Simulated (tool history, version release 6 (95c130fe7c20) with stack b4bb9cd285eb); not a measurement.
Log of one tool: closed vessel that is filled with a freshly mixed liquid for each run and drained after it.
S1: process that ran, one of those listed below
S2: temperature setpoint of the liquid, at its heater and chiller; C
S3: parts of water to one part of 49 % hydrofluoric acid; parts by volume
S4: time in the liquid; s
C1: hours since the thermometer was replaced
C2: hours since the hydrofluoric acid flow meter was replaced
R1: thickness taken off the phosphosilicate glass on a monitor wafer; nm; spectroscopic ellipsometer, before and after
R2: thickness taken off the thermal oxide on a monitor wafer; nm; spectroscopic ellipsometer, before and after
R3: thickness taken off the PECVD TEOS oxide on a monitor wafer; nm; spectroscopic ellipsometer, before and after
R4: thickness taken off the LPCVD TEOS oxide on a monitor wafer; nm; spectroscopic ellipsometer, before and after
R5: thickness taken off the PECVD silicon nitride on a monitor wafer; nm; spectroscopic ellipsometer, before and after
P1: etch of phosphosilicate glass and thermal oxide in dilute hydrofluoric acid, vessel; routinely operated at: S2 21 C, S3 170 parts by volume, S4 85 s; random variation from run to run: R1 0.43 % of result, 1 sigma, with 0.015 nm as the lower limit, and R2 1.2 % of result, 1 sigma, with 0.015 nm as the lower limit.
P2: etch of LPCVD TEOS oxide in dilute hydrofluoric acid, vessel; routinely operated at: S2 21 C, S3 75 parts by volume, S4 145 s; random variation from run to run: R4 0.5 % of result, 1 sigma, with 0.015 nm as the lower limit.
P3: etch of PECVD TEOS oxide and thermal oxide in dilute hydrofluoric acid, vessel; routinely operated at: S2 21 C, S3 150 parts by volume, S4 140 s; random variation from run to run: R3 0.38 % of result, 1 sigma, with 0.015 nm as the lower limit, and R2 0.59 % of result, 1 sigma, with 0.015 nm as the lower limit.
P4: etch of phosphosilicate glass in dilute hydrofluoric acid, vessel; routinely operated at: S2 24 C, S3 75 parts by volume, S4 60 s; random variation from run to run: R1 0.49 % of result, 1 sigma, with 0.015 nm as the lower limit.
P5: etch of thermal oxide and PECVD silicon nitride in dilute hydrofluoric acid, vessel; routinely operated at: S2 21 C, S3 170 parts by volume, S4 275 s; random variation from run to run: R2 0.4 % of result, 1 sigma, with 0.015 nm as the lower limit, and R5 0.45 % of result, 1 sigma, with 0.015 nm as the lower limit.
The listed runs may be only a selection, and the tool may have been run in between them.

Run 1, hour 6.5: S1 P1, S2 21 C, S3 170 parts by volume, S4 85 s; C1 139; C2 77. Result: R1 40.245 nm, R2 1.9732 nm.
Run 2, hour 13.1: S1 P1, S2 21 C, S3 170 parts by volume, S4 50 s; C1 145.6; C2 83.6. Result: R1 23.769 nm, R2 1.1528 nm.
Run 3, hour 22.4: S1 P4, S2 24 C, S3 20 parts by volume, S4 60 s; C1 154.9; C2 92.9. Result: R1 350.95 nm.
Run 4, hour 28.8: S1 P3, S2 17 C, S3 150 parts by volume, S4 140 s; C1 161.3; C2 99.3. Result: R2 3.2046 nm, R3 9.8949 nm.
Run 5, hour 39.1: S1 P2, S2 21 C, S3 75 parts by volume, S4 145 s; C1 171.6; C2 109.6. Result: R4 43.485 nm.
Run 6, hour 48.3: S1 P5, S2 21 C, S3 170 parts by volume, S4 275 s; C1 180.8; C2 118.8. Result: R2 6.1716 nm, R5 7.4737 nm.
Run 7, hour 55.3: S1 P1, S2 27 C, S3 170 parts by volume, S4 85 s; C1 187.8; C2 125.8. Result: R1 50.455 nm, R2 2.5364 nm.
Run 8, hour 60.4: S1 P5, S2 27 C, S3 170 parts by volume, S4 275 s; C1 192.9; C2 130.9. Result: R2 7.6493 nm, R5 10.951 nm.
Run 9, hour 71: S1 P5, S2 21 C, S3 170 parts by volume, S4 275 s; C1 203.5; C2 141.5. Result: R2 6.138 nm, R5 7.5101 nm.
Run 10, hour 81.8: S1 P2, S2 21 C, S3 75 parts by volume, S4 30 s; C1 214.3; C2 152.3. Result: R4 8.8794 nm.
Run 11, hour 89.8: S1 P1, S2 25.5 C, S3 230 parts by volume, S4 85 s; C1 222.3; C2 160.3. Result: R1 32.975 nm, R2 1.6019 nm.
Run 12, hour 100.9: S1 P4, S2 24 C, S3 75 parts by volume, S4 30 s; C1 233.4; C2 171.4. Result: R1 43.566 nm.
Run 13, hour 107.1: S1 P4, S2 24 C, S3 75 parts by volume, S4 60 s; C1 239.6; C2 177.6. Result: R1 87.173 nm.
Run 14, hour 118.3: S1 P3, S2 21 C, S3 150 parts by volume, S4 270 s; C1 250.8; C2 188.8. Result: R2 7.1802 nm, R3 22.16 nm.
Run 15, hour 129.5: S1 P5, S2 21 C, S3 35 parts by volume, S4 275 s; C1 262; C2 200. Result: R2 34.472 nm, R5 35.3 nm.
Run 16, hour 136.6: S1 P3, S2 21 C, S3 265 parts by volume, S4 140 s; C1 269.1; C2 207.1. Result: R2 1.8975 nm, R3 5.8005 nm.
Run 17, hour 147.7: S1 P2, S2 29 C, S3 75 parts by volume, S4 145 s; C1 280.2; C2 218.2. Result: R4 59.9 nm.
Run 18, hour 153: S1 P1, S2 17 C, S3 170 parts by volume, S4 85 s; C1 285.5; C2 223.5. Result: R1 34.329 nm, R2 1.738 nm.
Run 19, hour 163.4: S1 P4, S2 24 C, S3 75 parts by volume, S4 60 s; C1 295.9; C2 233.9. Result: R1 87.545 nm.
Run 20, hour 168.7: S1 P1, S2 21 C, S3 170 parts by volume, S4 85 s; C1 301.2; C2 239.2. Result: R1 40.422 nm, R2 1.9924 nm.
Run 21, hour 176.4: S1 P3, S2 21 C, S3 150 parts by volume, S4 140 s; C1 308.9; C2 246.9. Result: R2 3.716 nm, R3 11.454 nm.
Run 22, hour 181.8: S1 P1, S2 21 C, S3 170 parts by volume, S4 85 s; C1 314.3; C2 252.3. Result: R1 40.214 nm, R2 1.9532 nm.
Run 23, hour 189.6: S1 P1, S2 21 C, S3 170 parts by volume, S4 165 s; C1 322.1; C2 260.1. Result: R1 77.755 nm, R2 3.8615 nm.
Run 24, hour 195.3: S1 P5, S2 21 C, S3 170 parts by volume, S4 445 s; C1 327.8; C2 265.8. Result: R2 9.9222 nm, R5 12.176 nm.
Run 25, hour 200.4: S1 P1, S2 21 C, S3 35 parts by volume, S4 85 s; C1 332.9; C2 270.9. Result: R1 227.12 nm, R2 11.183 nm.
Run 26, hour 210.7: S1 P1, S2 21 C, S3 235 parts by volume, S4 85 s; C1 343.2; C2 281.2. Result: R1 27.377 nm, R2 1.3425 nm.
Run 27, hour 217.4: S1 P1, S2 21 C, S3 170 parts by volume, S4 85 s; C1 349.9; C2 287.9. Result: R1 40.486 nm, R2 1.9817 nm.
Run 28, hour 229.1: S1 P4, S2 18 C, S3 75 parts by volume, S4 60 s; C1 361.6; C2 299.6. Result: R1 67.868 nm.
Run 29, hour 239.5: S1 P2, S2 21 C, S3 125 parts by volume, S4 145 s; C1 372; C2 310. Result: R4 24.554 nm.
Run 30, hour 251.2: S1 P1, S2 21 C, S3 170 parts by volume, S4 85 s; C1 383.7; C2 321.7. Result: R1 40.371 nm, R2 1.9981 nm.
Run 31, hour 261.6: S1 P1, S2 21 C, S3 170 parts by volume, S4 85 s; C1 394.1; C2 332.1. Result: R1 39.275 nm, R2 1.948 nm.
Run 32, hour 268.8: S1 P1, S2 21 C, S3 170 parts by volume, S4 85 s; C1 401.3; C2 339.3. Result: R1 38.766 nm, R2 1.9233 nm.
Run 33, hour 280.5: S1 P1, S2 21 C, S3 170 parts by volume, S4 85 s; C1 413; C2 351. Result: R1 38.223 nm, R2 1.8845 nm.
Run 34, hour 291.6: S1 P1, S2 21 C, S3 170 parts by volume, S4 85 s; C1 424.1; C2 362.1. Result: R1 37.979 nm, R2 1.9017 nm.
Run 35, hour 302.4: S1 P1, S2 21 C, S3 170 parts by volume, S4 85 s; C1 434.9; C2 372.9. Result: R1 37.872 nm, R2 1.8537 nm.
Run 36, hour 309.1: S1 P1, S2 21 C, S3 170 parts by volume, S4 85 s; C1 441.6; C2 379.6. Result: R1 37.892 nm, R2 1.8623 nm.
Run 37, hour 320.7: S1 P1, S2 21 C, S3 170 parts by volume, S4 85 s; C1 453.2; C2 391.2. Result: R1 37.682 nm, R2 1.8176 nm.
Run 38, hour 329.2: S1 P1, S2 21 C, S3 170 parts by volume, S4 85 s; C1 461.7; C2 399.7. Result: R1 37.714 nm, R2 1.866 nm.
Run 39, hour 339.6: S1 P1, S2 21 C, S3 170 parts by volume, S4 85 s; C1 472.1; C2 410.1. Result: R1 37.549 nm, R2 1.8543 nm.
Run 40, hour 346.2: S1 P1, S2 21 C, S3 170 parts by volume, S4 85 s; C1 478.7; C2 416.7. Result: R1 37.693 nm, R2 1.8623 nm.
Run 41, hour 353.2: S1 P1, S2 21 C, S3 170 parts by volume, S4 85 s; C1 485.7; C2 423.7. Result: R1 37.593 nm, R2 1.8243 nm.

What P1 gives has crept away from where it was. These 2 causes fit the log equally well, each at the size given:
A: liquid colder than its thermometer reads (K) = 1.86
B: hydrofluoric acid flow below the setpoint (%) = 5.98
The onset of the drift is placed at about hour 251.2.

Question marks stand in for the results of the 4 check runs listed below, each run on one wafer. Under which run would the listed causes show clearly different results?
Run check 1, hour 360.2: S1 P2, S2 26.5 C, S3 75 parts by volume, S4 90 s. Result: R4 ?.
Run check 2, hour 360.2: S1 P5, S2 21 C, S3 35 parts by volume, S4 275 s. Result: R2 ?, R5 ?.
Run check 3, hour 360.2: S1 P3, S2 21 C, S3 265 parts by volume, S4 235 s. Result: R2 ?, R3 ?.
Run check 4, hour 360.2: S1 P4, S2 24 C, S3 45 parts by volume, S4 60 s. Result: R1 ?.

Expected result of each check under each candidate cause:
  check  result    if A    if B
check 1      R4  31.199  31.386
check 2      R2  32.035  32.529
check 2      R5  30.798  33.038
check 3      R2   2.958  2.9338
check 3      R3  9.0905   9.016
check 4      R1  139.29  140.97
Per-check spread between the two closest causes, in the result where they differ most: check 1 0.6 %; check 2 7.02 %; check 3 0.82 %; check 4 1.2 %
Check 2 distinguishes between the causes, while the remaining checks would return nearly the same result for all of them.

Check 2 has now been run. It gave: R2 32.515 nm; R5 32.876 nm. Which of the candidate causes is it?

It is B: hydrofluoric acid flow below the setpoint (%).
